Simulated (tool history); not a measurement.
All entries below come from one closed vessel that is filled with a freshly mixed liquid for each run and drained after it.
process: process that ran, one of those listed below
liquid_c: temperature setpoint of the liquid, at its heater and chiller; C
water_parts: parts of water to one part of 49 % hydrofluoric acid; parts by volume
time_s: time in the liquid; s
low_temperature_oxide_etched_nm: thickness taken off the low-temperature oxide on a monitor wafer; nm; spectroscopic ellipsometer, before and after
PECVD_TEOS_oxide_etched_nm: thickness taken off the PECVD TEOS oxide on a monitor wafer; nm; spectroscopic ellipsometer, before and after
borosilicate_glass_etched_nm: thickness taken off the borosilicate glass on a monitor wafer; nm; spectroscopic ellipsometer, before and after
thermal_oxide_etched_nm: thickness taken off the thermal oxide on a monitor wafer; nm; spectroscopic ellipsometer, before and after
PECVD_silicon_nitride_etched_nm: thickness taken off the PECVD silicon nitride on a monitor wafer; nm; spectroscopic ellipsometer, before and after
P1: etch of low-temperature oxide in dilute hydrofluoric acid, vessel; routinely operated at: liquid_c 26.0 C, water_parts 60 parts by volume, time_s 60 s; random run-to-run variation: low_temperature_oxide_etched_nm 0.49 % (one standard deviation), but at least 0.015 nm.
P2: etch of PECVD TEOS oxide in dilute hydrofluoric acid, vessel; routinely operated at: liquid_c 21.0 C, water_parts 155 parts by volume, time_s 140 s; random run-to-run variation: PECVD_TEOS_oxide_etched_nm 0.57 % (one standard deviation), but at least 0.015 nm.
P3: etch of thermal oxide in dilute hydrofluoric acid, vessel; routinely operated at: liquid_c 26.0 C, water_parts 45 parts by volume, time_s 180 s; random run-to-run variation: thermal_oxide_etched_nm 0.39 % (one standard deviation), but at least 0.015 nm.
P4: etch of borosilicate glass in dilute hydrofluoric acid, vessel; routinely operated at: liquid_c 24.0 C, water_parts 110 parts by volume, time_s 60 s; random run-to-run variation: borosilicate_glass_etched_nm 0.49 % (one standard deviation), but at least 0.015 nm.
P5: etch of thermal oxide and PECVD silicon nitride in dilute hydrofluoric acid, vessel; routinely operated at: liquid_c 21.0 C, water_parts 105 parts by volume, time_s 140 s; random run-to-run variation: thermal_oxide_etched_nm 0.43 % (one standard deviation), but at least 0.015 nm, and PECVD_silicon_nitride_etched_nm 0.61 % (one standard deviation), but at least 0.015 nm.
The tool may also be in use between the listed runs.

| run | hour | process | liquid_c | water_parts | time_s | hours since the thermometer was replaced | hours since the hydrofluoric acid flow meter was replaced | low_temperature_oxide_etched_nm | PECVD_TEOS_oxide_etched_nm | borosilicate_glass_etched_nm | thermal_oxide_etched_nm | PECVD_silicon_nitride_etched_nm |
|---|---|---|---|---|---|---|---|---|---|---|---|---|
| 1 | 3.8 | P1 | 26.0 | 60 | 60 | 539.2 | 476.6 | 23.9610 |  |  |  |  |
| 2 | 7.4 | P2 | 21.0 | 65 | 140 | 542.8 | 480.2 |  | 47.2510 |  |  |  |
| 3 | 10.2 | P4 | 24.0 | 110 | 60 | 545.6 | 483.0 |  |  | 30.673 |  |  |
| 4 | 13.9 | P5 | 21.0 | 105 | 140 | 549.3 | 486.7 |  |  |  | 5.2881 | 3.97370 |
| 5 | 18.1 | P1 | 26.0 | 60 | 115 | 553.5 | 490.9 | 45.3030 |  |  |  |  |
| 6 | 21.1 | P1 | 26.0 | 95 | 60 | 556.5 | 493.9 | 14.3470 |  |  |  |  |
| 7 | 25.4 | P1 | 26.0 | 20 | 60 | 560.8 | 498.2 | 75.9270 |  |  |  |  |
| 8 | 29.1 | P3 | 26.0 | 45 | 180 | 564.5 | 501.9 |  |  |  | 21.0260 |  |
| 9 | 33.9 | P5 | 21.0 | 105 | 140 | 569.3 | 506.7 |  |  |  | 5.2653 | 4.04060 |
| 10 | 38.8 | P4 | 24.0 | 110 | 115 | 574.2 | 511.6 |  |  | 58.314 |  |  |
|  | 42.3 | hydrofluoric acid flow meter replaced |
| 11 | 44.9 | P3 | 30.0 | 45 | 180 | 580.3 | 2.7 |  |  |  | 24.8080 |  |
| 12 | 48.8 | P1 | 26.0 | 60 | 60 | 584.2 | 6.6 | 24.0020 |  |  |  |  |
| 13 | 54.7 | P1 | 19.5 | 60 | 30 | 590.1 | 12.5 | 9.1486 |  |  |  |  |
| 14 | 60.5 | P1 | 26.0 | 60 | 35 | 595.9 | 18.3 | 14.0670 |  |  |  |  |
| 15 | 63.7 | P1 | 20.0 | 20 | 60 | 599.1 | 21.5 | 58.5410 |  |  |  |  |
| 16 | 67.4 | P1 | 31.5 | 30 | 60 | 602.8 | 25.2 | 61.6040 |  |  |  |  |
| 17 | 72.5 | P5 | 21.0 | 105 | 30 | 607.9 | 30.3 |  |  |  | 1.1356 | 0.87013 |
| 18 | 78.0 | P2 | 21.0 | 155 | 140 | 613.4 | 35.8 |  | 17.8310 |  |  |  |
| 19 | 82.4 | P5 | 21.0 | 170 | 140 | 617.8 | 40.2 |  |  |  | 3.0349 | 2.51010 |
| 20 | 85.3 | P4 | 17.0 | 110 | 60 | 620.7 | 43.1 |  |  | 23.058 |  |  |
| 21 | 90.9 | P1 | 18.5 | 60 | 60 | 626.3 | 48.7 | 17.4850 |  |  |  |  |
| 22 | 94.1 | P4 | 24.0 | 200 | 60 | 629.5 | 51.9 |  |  | 15.028 |  |  |
| 23 | 100.1 | P2 | 21.0 | 155 | 30 | 635.5 | 57.9 |  | 3.8557 |  |  |  |
| 24 | 105.6 | P3 | 26.0 | 45 | 355 | 641.0 | 63.4 |  |  |  | 41.3150 |  |
| 25 | 108.9 | P5 | 28.5 | 105 | 140 | 644.3 | 66.7 |  |  |  | 7.0998 | 6.59160 |
| 26 | 115.2 | P1 | 26.0 | 60 | 60 | 650.6 | 73.0 | 23.6850 |  |  |  |  |
| 27 | 118.4 | P2 | 25.5 | 155 | 140 | 653.8 | 76.2 |  | 21.2260 |  |  |  |

Run 28 has not been measured yet. What should we expect?
| 28 | 122.1 | P1 | 26.0 | 60 | 60 | 657.5 | 79.9 | ? |  |  |  |  |

{"run 28": {"low_temperature_oxide_etched_nm": 23.799}}
